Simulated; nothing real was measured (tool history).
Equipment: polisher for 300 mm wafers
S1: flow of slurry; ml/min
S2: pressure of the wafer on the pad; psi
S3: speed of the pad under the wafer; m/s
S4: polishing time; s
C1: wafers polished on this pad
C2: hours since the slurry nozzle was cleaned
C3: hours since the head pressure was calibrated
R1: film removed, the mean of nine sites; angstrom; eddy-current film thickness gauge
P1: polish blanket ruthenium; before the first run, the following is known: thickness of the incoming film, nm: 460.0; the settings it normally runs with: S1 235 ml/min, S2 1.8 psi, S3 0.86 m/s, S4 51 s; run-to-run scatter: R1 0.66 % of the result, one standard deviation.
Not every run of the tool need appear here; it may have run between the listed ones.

run   hour   S1   S2    S3  S4    C1     C2     C3      R1
  1    8.3  235  1.8  0.86  51  1098  258.4  188.4  540.11
  2   17.8  345  1.8  0.86  51  1183  267.9  197.9  563.61
  3   27.7  235  1.8  0.86  51  1271  277.8  207.8  535.59
  4   41.0  235  2.7  0.86  51  1390  291.1  221.1  801.17
  5   50.0  235  1.1  0.86  51  1470  300.1  230.1  327.05
  6   62.4  235  1.8  1.36  51  1580  312.5  242.5  846.62
  7   73.6  235  1.0  1.20  51  1680  323.7  253.7  411.62
  8   87.5  235  1.8  0.86  51  1804  337.6  267.6  532.84
  9   98.2  235  1.8  0.86  51  1900  348.3  278.3  533.97
 10  106.6  235  1.8  0.46  51  1975  356.7  286.7  287.39
 11  117.4  235  1.8  0.86  28  2071  367.5  297.5  297.35
     128.4  -- slurry nozzle cleaned
 12  128.6  235  1.8  0.86  77  2171    0.3  308.7  801.80
 13  138.5  235  2.7  0.62  51  2259   10.2  318.6  583.05
 14  152.8  235  1.8  0.86  51  2387   24.5  332.9  540.63
 15  162.2  140  1.8  0.86  51  2470   33.9  342.3  495.39
 16  175.6  235  1.8  0.86  51  2590   47.3  355.7  538.17
 17  189.4  235  1.8  0.86  51  2713   61.1  369.5  517.80

Run 18 is up next; what results do you expect?
 18  197.0  235  1.8  0.86  51  2781  68.7  377.1   ?

Run 18 yielded R1 519.37 angstrom.
